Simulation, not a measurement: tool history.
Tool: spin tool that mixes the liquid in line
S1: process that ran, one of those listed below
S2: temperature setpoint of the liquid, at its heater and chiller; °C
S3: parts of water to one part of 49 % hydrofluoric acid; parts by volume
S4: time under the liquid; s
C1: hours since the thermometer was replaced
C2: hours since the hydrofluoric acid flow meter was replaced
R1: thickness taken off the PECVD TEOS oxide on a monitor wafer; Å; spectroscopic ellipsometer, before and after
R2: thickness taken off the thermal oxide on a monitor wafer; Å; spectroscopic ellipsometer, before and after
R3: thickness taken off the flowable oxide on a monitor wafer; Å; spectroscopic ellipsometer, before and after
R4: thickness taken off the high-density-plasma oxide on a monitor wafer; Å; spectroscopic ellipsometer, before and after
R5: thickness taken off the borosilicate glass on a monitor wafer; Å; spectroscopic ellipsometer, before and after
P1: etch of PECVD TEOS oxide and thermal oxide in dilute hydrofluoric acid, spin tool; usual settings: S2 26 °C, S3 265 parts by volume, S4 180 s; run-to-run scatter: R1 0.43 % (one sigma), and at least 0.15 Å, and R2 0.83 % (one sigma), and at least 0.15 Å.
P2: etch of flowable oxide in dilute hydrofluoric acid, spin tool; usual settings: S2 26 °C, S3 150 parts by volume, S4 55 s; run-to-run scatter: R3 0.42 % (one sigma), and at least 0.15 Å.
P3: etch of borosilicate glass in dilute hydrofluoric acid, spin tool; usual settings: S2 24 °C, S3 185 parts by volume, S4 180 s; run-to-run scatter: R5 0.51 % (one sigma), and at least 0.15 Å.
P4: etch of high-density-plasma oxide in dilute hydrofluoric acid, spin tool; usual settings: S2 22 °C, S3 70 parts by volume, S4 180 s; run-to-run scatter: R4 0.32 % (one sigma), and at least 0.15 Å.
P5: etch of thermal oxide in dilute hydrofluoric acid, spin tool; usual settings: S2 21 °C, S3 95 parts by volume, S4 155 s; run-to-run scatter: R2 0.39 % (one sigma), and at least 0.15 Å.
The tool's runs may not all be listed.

run,hour,S1,S2,S3,S4,C1,C2,R1,R2,R3,R4,R5
1,3.5,P1,26,265,180,2294.3,69.4,67.703,27.259,,,
2,8.9,P2,26,150,55,2299.7,74.8,,,225.41,,
3,12.4,P5,21,95,155,2303.2,78.3,,66.882,,,
4,19,P1,20,265,345,2309.8,84.9,104.88,41.647,,,
5,24,P1,18,265,180,2314.8,89.9,50.711,20.68,,,
6,30.9,P4,22,20,180,2321.7,96.8,,,,474.73,
7,37.6,P3,24,185,180,2328.4,103.5,,,,,306.74
8,41.8,P1,26,265,300,2332.6,107.7,112.95,45.791,,,
9,48.6,P2,31,150,55,2339.4,114.5,,,273.15,,
10,54,P1,26,265,180,2344.8,119.9,67.228,27.068,,,
11,59.1,P1,32,265,65,2349.9,125,29.959,11.765,,,
12,65.5,P1,33,265,180,2356.3,131.4,85.316,34.314,,,
13,69.1,P1,26,45,180,2359.9,135,521.13,208.98,,,
14,75.7,P5,21,180,155,2366.5,141.6,,32.208,,,
15,79.6,P5,21,95,240,2370.4,145.5,,103.64,,,
16,84.5,P1,26,370,180,2375.3,150.4,43.661,17.228,,,
17,88.3,P1,26,265,50,2379.1,154.2,18.842,7.4576,,,
18,95.2,P3,24,185,30,2386,161.1,,,,,51.524
19,99.4,P1,26,265,180,2390.2,165.3,67.228,27.147,,,
20,104.7,P4,28,70,180,2395.5,170.6,,,,162.16,
21,111.8,P2,26,150,110,2402.6,177.7,,,455.73,,
22,117.2,P2,26,225,55,2408,183.1,,,139.14,,
# hour 122.8: hydrofluoric acid flow meter replaced
23,124.5,P1,26,265,180,2415.3,1.8,67.748,27.763,,,
24,129.5,P5,28,95,155,2420.3,6.8,,88.006,,,
25,136.5,P4,22,70,310,2427.3,13.8,,,,219.76,
26,142.1,P1,26,265,180,2432.9,19.4,67.052,27.281,,,
27,145.9,P5,21,95,155,2436.7,23.2,,66.964,,,
28,151,P3,24,185,180,2441.8,28.3,,,,,305.66
29,157,P4,22,70,180,2447.8,34.3,,,,126.84,
30,161.9,P3,24,325,180,2452.7,39.2,,,,,151.3
31,169.2,P3,29,185,180,2460,46.5,,,,,367.77
32,176.5,P1,26,265,180,2467.3,53.8,67.557,27.097,,,
33,183.5,P1,26,265,180,2474.3,60.8,69.16,27.979,,,
34,191,P1,26,265,180,2481.8,68.3,70.539,28.318,,,
35,197.5,P1,26,265,180,2488.3,74.8,70.978,28.989,,,
36,204.4,P1,26,265,180,2495.2,81.7,72.531,29.053,,,
37,210.2,P1,26,265,180,2501,87.5,72.066,29.174,,,
38,214.5,P1,26,265,180,2505.3,91.8,72.292,28.942,,,
39,220.3,P1,26,265,180,2511.1,97.6,71.815,29.569,,,
40,225.1,P1,26,265,180,2515.9,102.4,72.168,29.059,,,
41,231.6,P1,26,265,180,2522.4,108.9,72.65,29.315,,,
42,237.3,P1,26,265,180,2528.1,114.6,73.215,29.301,,,
43,244.7,P1,26,265,180,2535.5,122,72.242,29.502,,,

What P1 gives has crept away from where it was. These 2 causes fit the log equally well, each at the size given:
A: liquid hotter than its thermometer reads (K) = 2.1
B: hydrofluoric acid flow above the setpoint (%) = 5.78
The creep began at about hour 176.5.

4 check runs are offered, one wafer each, their results left as question marks. Which one tells the causes apart?
check 1,252.1,P3,24,305,180,,,,,,,?
check 2,252.1,P2,30,150,55,,,,,?,,
check 3,252.1,P5,26.5,170,155,,,,?,,,
check 4,252.1,P4,22,25,180,,,,,,?,

What each check would give under each cause:
check,result,if A,if B
check 1,R5,177.8,177.93
check 2,R3,283.09,280.93
check 3,R2,45.744,45.332
check 4,R4,411.26,398.8
How far apart the two closest causes lie, in the result that separates them most: check 1 0.07 %; check 2 0.76 %; check 3 0.9 %; check 4 3.08 %
Only check 4 tells the causes apart: in the others they would give nearly the same result.

Then check 4 was run and gave: R4 411.43 Å. Which cause is it?

It is A: liquid hotter than its thermometer reads (K).

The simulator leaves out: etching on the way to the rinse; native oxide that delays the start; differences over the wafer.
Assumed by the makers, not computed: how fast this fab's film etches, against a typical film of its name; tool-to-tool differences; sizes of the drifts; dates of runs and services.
